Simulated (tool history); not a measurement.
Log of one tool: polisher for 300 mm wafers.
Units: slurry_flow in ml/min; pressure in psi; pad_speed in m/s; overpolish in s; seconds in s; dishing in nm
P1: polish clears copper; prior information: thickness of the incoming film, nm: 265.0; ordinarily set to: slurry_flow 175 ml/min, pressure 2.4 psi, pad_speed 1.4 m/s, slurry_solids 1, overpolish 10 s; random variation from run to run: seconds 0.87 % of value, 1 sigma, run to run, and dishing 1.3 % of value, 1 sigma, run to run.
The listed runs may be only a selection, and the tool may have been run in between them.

| run | hour | slurry_flow | pressure | pad_speed | slurry_solids | overpolish | wafers polished on this pad | hours since the slurry nozzle was cleaned | hours since the head pressure was calibrated | hours since the slurry blender was calibrated | seconds | dishing |
|---|---|---|---|---|---|---|---|---|---|---|---|---|
| 1 | 10.6 | 175 | 2.4 | 1.4 | 1 | 10 | 345 | 160.2 | 638.8 | 45.5 | 79.911 | 20.665 |
|  | 16.7 | slurry blender recalibrated |
| 2 | 20.7 | 175 | 2.4 | 2.04 | 1.4 | 10 | 428 | 170.3 | 648.9 | 4 | 50.727 | 29.051 |
| 3 | 27.4 | 175 | 3.2 | 0.9 | 1 | 10 | 483 | 177 | 655.6 | 10.7 | 93.816 | 18.35 |
| 4 | 37.2 | 175 | 2.4 | 1.4 | 1 | 3 | 564 | 186.8 | 665.4 | 20.5 | 79.68 | 7.564 |
| 5 | 46.8 | 175 | 2.4 | 1.4 | 1 | 10 | 643 | 196.4 | 675 | 30.1 | 80.573 | 21.443 |
| 6 | 54.6 | 175 | 1.1 | 1.4 | 1 | 10 | 707 | 204.2 | 682.8 | 37.9 | 177.38 | 10.834 |
| 7 | 61 | 265 | 2.4 | 1.4 | 1 | 10 | 759 | 210.6 | 689.2 | 44.3 | 75.579 | 22.033 |
| 8 | 67.2 | 175 | 2.4 | 1.06 | 1 | 10 | 810 | 216.8 | 695.4 | 50.5 | 106.5 | 16.804 |
| 9 | 76.1 | 175 | 2.4 | 1.4 | 0.6 | 10 | 883 | 225.7 | 704.3 | 59.4 | 90.077 | 19.629 |
| 10 | 81.5 | 105 | 2.4 | 1.4 | 1 | 10 | 928 | 231.1 | 709.7 | 64.8 | 88.375 | 19.382 |
| 11 | 86.3 | 175 | 3.3 | 1.4 | 1 | 10 | 967 | 235.9 | 714.5 | 69.6 | 57.438 | 26.891 |
| 12 | 96.5 | 175 | 2.4 | 1.4 | 1.45 | 10 | 1051 | 246.1 | 724.7 | 79.8 | 73.711 | 21.974 |
| 13 | 102.7 | 175 | 2.4 | 1.4 | 1 | 10 | 1102 | 252.3 | 730.9 | 86 | 79.542 | 20.917 |
| 14 | 113.3 | 175 | 2.4 | 1.4 | 1 | 17 | 1189 | 262.9 | 741.5 | 96.6 | 81.422 | 30.96 |
| 15 | 123.8 | 175 | 2.4 | 2.16 | 1 | 10 | 1275 | 273.4 | 752 | 107.1 | 52.389 | 27.86 |
| 16 | 132.7 | 175 | 2.4 | 1.4 | 1 | 10 | 1348 | 282.3 | 760.9 | 116 | 79.538 | 20.818 |
| 17 | 141.4 | 175 | 2.4 | 1.4 | 1 | 10 | 1420 | 291 | 769.6 | 124.7 | 80.798 | 21.045 |
| 18 | 148.5 | 175 | 2.4 | 1.4 | 1 | 10 | 1478 | 298.1 | 776.7 | 131.8 | 82.988 | 20.104 |

Expected results for the next run?
| 19 | 155.4 | 175 | 2.4 | 1.4 | 1 | 10 | 1535 | 305 | 783.6 | 138.7 | ? | ? |

{"run 19": {"seconds": 82.725, "dishing": 20.437}}
